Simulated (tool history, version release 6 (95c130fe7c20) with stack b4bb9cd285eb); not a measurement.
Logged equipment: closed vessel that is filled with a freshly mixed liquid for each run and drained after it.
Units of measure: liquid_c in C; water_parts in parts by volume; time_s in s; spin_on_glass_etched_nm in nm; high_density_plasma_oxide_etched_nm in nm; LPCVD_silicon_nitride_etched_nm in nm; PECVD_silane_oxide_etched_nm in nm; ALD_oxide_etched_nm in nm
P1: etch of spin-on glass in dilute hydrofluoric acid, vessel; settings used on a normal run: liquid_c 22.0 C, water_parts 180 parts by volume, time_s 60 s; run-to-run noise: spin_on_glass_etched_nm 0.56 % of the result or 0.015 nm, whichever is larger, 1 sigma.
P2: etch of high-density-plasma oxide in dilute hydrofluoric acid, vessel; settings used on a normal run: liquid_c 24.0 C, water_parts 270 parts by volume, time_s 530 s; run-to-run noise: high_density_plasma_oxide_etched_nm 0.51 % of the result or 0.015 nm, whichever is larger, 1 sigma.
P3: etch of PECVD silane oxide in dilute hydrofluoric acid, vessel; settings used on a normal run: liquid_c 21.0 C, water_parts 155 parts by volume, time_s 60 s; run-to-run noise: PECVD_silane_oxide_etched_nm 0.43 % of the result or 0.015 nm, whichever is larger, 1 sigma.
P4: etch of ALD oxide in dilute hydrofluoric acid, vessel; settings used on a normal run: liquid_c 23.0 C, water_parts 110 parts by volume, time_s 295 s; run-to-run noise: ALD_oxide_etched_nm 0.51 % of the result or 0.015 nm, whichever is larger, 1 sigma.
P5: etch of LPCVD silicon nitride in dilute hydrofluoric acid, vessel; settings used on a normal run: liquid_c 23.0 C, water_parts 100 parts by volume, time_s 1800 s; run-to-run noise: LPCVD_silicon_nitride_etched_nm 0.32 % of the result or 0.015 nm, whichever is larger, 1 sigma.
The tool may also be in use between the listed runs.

| run | hour | process | liquid_c | water_parts | time_s | hours since the thermometer was replaced | hours since the hydrofluoric acid flow meter was replaced | spin_on_glass_etched_nm | high_density_plasma_oxide_etched_nm | LPCVD_silicon_nitride_etched_nm | PECVD_silane_oxide_etched_nm | ALD_oxide_etched_nm |
|---|---|---|---|---|---|---|---|---|---|---|---|---|
| 1 | 4.4 | P1 | 22.0 | 180 | 60 | 554.6 | 406.1 | 10.0710 |  |  |  |  |
| 2 | 8.3 | P2 | 24.0 | 270 | 30 | 558.5 | 410.0 |  | 0.54249 |  |  |  |
| 3 | 11.4 | P5 | 23.0 | 100 | 3515 | 561.6 | 413.1 |  |  | 14.6870 |  |  |
| 4 | 14.8 | P1 | 29.0 | 180 | 60 | 565.0 | 416.5 | 12.9690 |  |  |  |  |
| 5 | 17.9 | P3 | 17.0 | 155 | 60 | 568.1 | 419.6 |  |  |  | 9.7492 |  |
| 6 | 23.1 | P1 | 22.0 | 180 | 60 | 573.3 | 424.8 | 10.0950 |  |  |  |  |
| 7 | 26.1 | P4 | 18.5 | 110 | 295 | 576.3 | 427.8 |  |  |  |  | 34.210 |
| 8 | 30.0 | P4 | 23.0 | 110 | 295 | 580.2 | 431.7 |  |  |  |  | 41.863 |
| 9 | 33.2 | P1 | 17.0 | 180 | 35 | 583.4 | 434.9 | 4.8688 |  |  |  |  |
| 10 | 35.9 | P1 | 17.0 | 95 | 60 | 586.1 | 437.6 | 16.8310 |  |  |  |  |
| 11 | 41.1 | P1 | 17.0 | 180 | 60 | 591.3 | 442.8 | 8.2691 |  |  |  |  |
|  | 41.7 | hydrofluoric acid flow meter replaced |
| 12 | 44.1 | P1 | 22.0 | 180 | 105 | 594.3 | 2.4 | 17.6250 |  |  |  |  |
| 13 | 49.2 | P5 | 23.0 | 100 | 1800 | 599.4 | 7.5 |  |  | 7.5620 |  |  |
| 14 | 55.2 | P2 | 24.0 | 270 | 530 | 605.4 | 13.5 |  | 9.74840 |  |  |  |
| 15 | 58.7 | P5 | 23.0 | 185 | 1800 | 608.9 | 17.0 |  |  | 4.1118 |  |  |
| 16 | 62.1 | P5 | 17.0 | 100 | 1800 | 612.3 | 20.4 |  |  | 4.9926 |  |  |
| 17 | 64.7 | P1 | 22.0 | 45 | 60 | 614.9 | 23.0 | 46.6810 |  |  |  |  |
| 18 | 69.2 | P1 | 22.0 | 180 | 60 | 619.4 | 27.5 | 9.9736 |  |  |  |  |
| 19 | 73.8 | P4 | 23.0 | 110 | 295 | 624.0 | 32.1 |  |  |  |  | 41.484 |
| 20 | 78.7 | P1 | 22.0 | 180 | 60 | 628.9 | 37.0 | 9.9978 |  |  |  |  |
| 21 | 81.3 | P3 | 21.0 | 40 | 60 | 631.5 | 39.6 |  |  |  | 50.5890 |  |
| 22 | 85.4 | P3 | 21.0 | 155 | 60 | 635.6 | 43.7 |  |  |  | 11.3960 |  |
| 23 | 88.8 | P2 | 29.0 | 270 | 530 | 639.0 | 47.1 |  | 11.54000 |  |  |  |
| 24 | 92.5 | P1 | 22.0 | 180 | 30 | 642.7 | 50.8 | 5.0368 |  |  |  |  |
| 25 | 96.4 | P4 | 23.0 | 150 | 295 | 646.6 | 54.7 |  |  |  |  | 29.032 |
| 26 | 99.7 | P4 | 23.0 | 110 | 560 | 649.9 | 58.0 |  |  |  |  | 78.885 |
| 27 | 102.9 | P1 | 22.0 | 280 | 60 | 653.1 | 61.2 | 5.8489 |  |  |  |  |

Forecast run 28:
| 28 | 105.7 | P3 | 21.0 | 155 | 60 | 655.9 | 64.0 |  |  |  | ? |  |

Logged for run 28: PECVD_silane_oxide_etched_nm 11.4050 nm.

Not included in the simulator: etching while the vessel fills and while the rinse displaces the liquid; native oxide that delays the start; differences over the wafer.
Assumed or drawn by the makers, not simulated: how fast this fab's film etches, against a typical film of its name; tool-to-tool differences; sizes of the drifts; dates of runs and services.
